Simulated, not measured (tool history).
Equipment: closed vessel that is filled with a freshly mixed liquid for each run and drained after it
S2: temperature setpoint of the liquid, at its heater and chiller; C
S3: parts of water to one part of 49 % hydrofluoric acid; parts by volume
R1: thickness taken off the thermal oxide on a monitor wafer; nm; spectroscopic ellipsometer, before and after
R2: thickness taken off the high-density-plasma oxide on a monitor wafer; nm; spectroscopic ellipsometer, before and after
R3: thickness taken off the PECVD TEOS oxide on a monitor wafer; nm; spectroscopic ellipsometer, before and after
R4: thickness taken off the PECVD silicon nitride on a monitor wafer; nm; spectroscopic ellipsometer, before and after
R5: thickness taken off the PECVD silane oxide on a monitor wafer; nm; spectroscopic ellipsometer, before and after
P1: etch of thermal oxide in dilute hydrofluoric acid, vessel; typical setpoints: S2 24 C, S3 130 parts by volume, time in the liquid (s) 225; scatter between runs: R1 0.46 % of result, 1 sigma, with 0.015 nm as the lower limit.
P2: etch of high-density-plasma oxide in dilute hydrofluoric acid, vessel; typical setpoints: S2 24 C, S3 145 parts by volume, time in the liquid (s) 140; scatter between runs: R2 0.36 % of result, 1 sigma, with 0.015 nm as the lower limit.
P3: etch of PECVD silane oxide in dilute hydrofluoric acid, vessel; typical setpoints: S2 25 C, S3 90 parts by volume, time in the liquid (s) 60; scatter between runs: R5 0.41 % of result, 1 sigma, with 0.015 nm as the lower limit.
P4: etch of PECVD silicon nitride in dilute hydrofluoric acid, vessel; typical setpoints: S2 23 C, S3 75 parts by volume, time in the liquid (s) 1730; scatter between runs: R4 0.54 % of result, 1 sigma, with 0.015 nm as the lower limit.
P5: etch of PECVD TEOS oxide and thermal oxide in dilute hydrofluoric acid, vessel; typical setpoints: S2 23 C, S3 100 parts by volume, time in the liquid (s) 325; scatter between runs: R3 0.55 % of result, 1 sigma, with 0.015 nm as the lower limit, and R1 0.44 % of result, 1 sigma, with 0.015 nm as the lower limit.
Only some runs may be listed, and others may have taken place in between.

Run 1, hour 13.8: process that ran P1, S2 24 C, S3 130 parts by volume, time in the liquid (s) 225. Result: R1 8.199 nm.
Run 2, hour 27.9: process that ran P2, S2 24 C, S3 145 parts by volume, time in the liquid (s) 140. Result: R2 7.7058 nm.
Run 3, hour 41.1: process that ran P1, S2 24 C, S3 130 parts by volume, time in the liquid (s) 30. Result: R1 1.0812 nm.
Run 4, hour 55.9: process that ran P1, S2 24 C, S3 130 parts by volume, time in the liquid (s) 225. Result: R1 8.1893 nm.
Run 5, hour 64.4: process that ran P5, S2 23 C, S3 100 parts by volume, time in the liquid (s) 325. Result: R1 15.334 nm, R3 51.157 nm.
Run 6, hour 70.9: process that ran P1, S2 24 C, S3 225 parts by volume, time in the liquid (s) 225. Result: R1 4.2506 nm.
Run 7, hour 84.5: process that ran P1, S2 24 C, S3 130 parts by volume, time in the liquid (s) 430. Result: R1 15.887 nm.
Run 8, hour 94.1: process that ran P4, S2 23 C, S3 75 parts by volume, time in the liquid (s) 3330. Result: R4 97.061 nm.
Run 9, hour 105.1: process that ran P2, S2 17 C, S3 145 parts by volume, time in the liquid (s) 140. Result: R2 5.8625 nm.
Run 10, hour 119.9: process that ran P3, S2 25 C, S3 90 parts by volume, time in the liquid (s) 60. Result: R5 22.111 nm.
Run 11, hour 133.9: process that ran P1, S2 30.5 C, S3 130 parts by volume, time in the liquid (s) 225. Result: R1 10.517 nm.
Run 12, hour 147.8: process that ran P1, S2 17 C, S3 130 parts by volume, time in the liquid (s) 370. Result: R1 10.335 nm.
Run 13, hour 155.8: process that ran P2, S2 24 C, S3 80 parts by volume, time in the liquid (s) 140. Result: R2 15.237 nm.
Run 14, hour 165: process that ran P3, S2 25 C, S3 130 parts by volume, time in the liquid (s) 60. Result: R5 14.464 nm.
Run 15, hour 172.7: process that ran P5, S2 17 C, S3 100 parts by volume, time in the liquid (s) 325. Result: R1 11.903 nm, R3 39.498 nm.
Run 16, hour 184.1: process that ran P4, S2 30 C, S3 75 parts by volume, time in the liquid (s) 1730. Result: R4 79.541 nm.
Run 17, hour 198.1: process that ran P1, S2 18.5 C, S3 130 parts by volume, time in the liquid (s) 225. Result: R1 6.6697 nm.
Run 18, hour 207.6: process that ran P3, S2 25 C, S3 90 parts by volume, time in the liquid (s) 115. Result: R5 42.484 nm.
Run 19, hour 214.7: process that ran P5, S2 23 C, S3 140 parts by volume, time in the liquid (s) 325. Result: R1 10.426 nm, R3 35.068 nm.
Run 20, hour 226.6: process that ran P2, S2 24 C, S3 145 parts by volume, time in the liquid (s) 50. Result: R2 2.7651 nm.
Run 21, hour 241.3: process that ran P4, S2 23 C, S3 75 parts by volume, time in the liquid (s) 1730. Result: R4 50.754 nm.
Run 22, hour 251.6: process that ran P3, S2 33 C, S3 90 parts by volume, time in the liquid (s) 60. Result: R5 29.839 nm.
At hour 261.4: hydrofluoric acid flow meter replaced.
Run 23, hour 263.3: process that ran P5, S2 23 C, S3 100 parts by volume, time in the liquid (s) 325. Result: R1 15.316 nm, R3 51.213 nm.
Run 24, hour 271: process that ran P1, S2 24 C, S3 35 parts by volume, time in the liquid (s) 225. Result: R1 34.514 nm.
Run 25, hour 285.3: process that ran P4, S2 23 C, S3 75 parts by volume, time in the liquid (s) 1730. Result: R4 50.794 nm.
Run 26, hour 299.4: process that ran P1, S2 24 C, S3 215 parts by volume, time in the liquid (s) 50. Result: R1 0.99909 nm.
Run 27, hour 307.7: process that ran P1, S2 24 C, S3 130 parts by volume, time in the liquid (s) 225. Result: R1 8.2369 nm.
Run 28, hour 316.2: process that ran P4, S2 23 C, S3 45 parts by volume, time in the liquid (s) 1730. Result: R4 83.322 nm.
Run 29, hour 328: process that ran P1, S2 24 C, S3 130 parts by volume, time in the liquid (s) 225. Result: R1 8.1803 nm.
Run 30, hour 336.2: process that ran P1, S2 24 C, S3 130 parts by volume, time in the liquid (s) 225. Result: R1 8.234 nm.
Run 31, hour 347.2: process that ran P5, S2 23 C, S3 100 parts by volume, time in the liquid (s) 100. Result: R1 4.7044 nm, R3 15.698 nm.
Run 32, hour 354.5: process that ran P1, S2 24 C, S3 130 parts by volume, time in the liquid (s) 225. Result: R1 8.2558 nm.
Run 33, hour 363.7: process that ran P1, S2 24 C, S3 130 parts by volume, time in the liquid (s) 225. Result: R1 8.2917 nm.
Run 34, hour 378.1: process that ran P1, S2 24 C, S3 130 parts by volume, time in the liquid (s) 225. Result: R1 8.4503 nm.
Run 35, hour 390.8: process that ran P1, S2 24 C, S3 130 parts by volume, time in the liquid (s) 225. Result: R1 8.7242 nm.
Run 36, hour 401.3: process that ran P1, S2 24 C, S3 130 parts by volume, time in the liquid (s) 225. Result: R1 8.7164 nm.
Run 37, hour 416.1: process that ran P1, S2 24 C, S3 130 parts by volume, time in the liquid (s) 225. Result: R1 8.8495 nm.
Run 38, hour 427.3: process that ran P1, S2 24 C, S3 130 parts by volume, time in the liquid (s) 225. Result: R1 8.8385 nm.
Run 39, hour 435.2: process that ran P1, S2 24 C, S3 130 parts by volume, time in the liquid (s) 225. Result: R1 8.828 nm.
Run 40, hour 441.7: process that ran P1, S2 24 C, S3 130 parts by volume, time in the liquid (s) 225. Result: R1 8.9348 nm.

What P1 gives has crept off from where it sat before. The 2 causes that follow fit the log equally well, each at the size noted:
A: hydrofluoric acid flow above the setpoint (%) = 6.69
B: liquid hotter than its thermometer reads (K) = 1.94
The gradual shift began around hour 363.7.

The check runs listed below each take one wafer, and their results are still question marks. Under which run would the listed causes lead to clearly different results?
Run check 1, hour 448.2: process that ran P2, S2 19 C, S3 90 parts by volume, time in the liquid (s) 140. Result: R2 ?.
Run check 2, hour 448.2: process that ran P3, S2 29 C, S3 90 parts by volume, time in the liquid (s) 80. Result: R5 ?.
Run check 3, hour 448.2: process that ran P5, S2 18 C, S3 100 parts by volume, time in the liquid (s) 325. Result: R1 ?, R3 ?.
Run check 4, hour 448.2: process that ran P4, S2 27.5 C, S3 75 parts by volume, time in the liquid (s) 2915. Result: R4 ?.

How each check would come out, cause by cause:
  check  result    if A    if B
check 1      R2  11.621  11.729
check 2      R5  36.808  36.835
check 3      R1  13.395  13.515
check 3      R3  44.746  45.149
check 4      R4  122.09  129.72
Separation of the two closest causes in each check, using whichever result separates them best: check 1 0.92 %; check 2 0.07 %; check 3 0.9 %; check 4 6.06 %
Check 4 distinguishes between the causes, while the remaining checks would return nearly the same result for all of them.

Running check 4 produced the following: R4 129.56 nm. Which one of the listed causes fits?

It was cause B: liquid hotter than its thermometer reads (K).
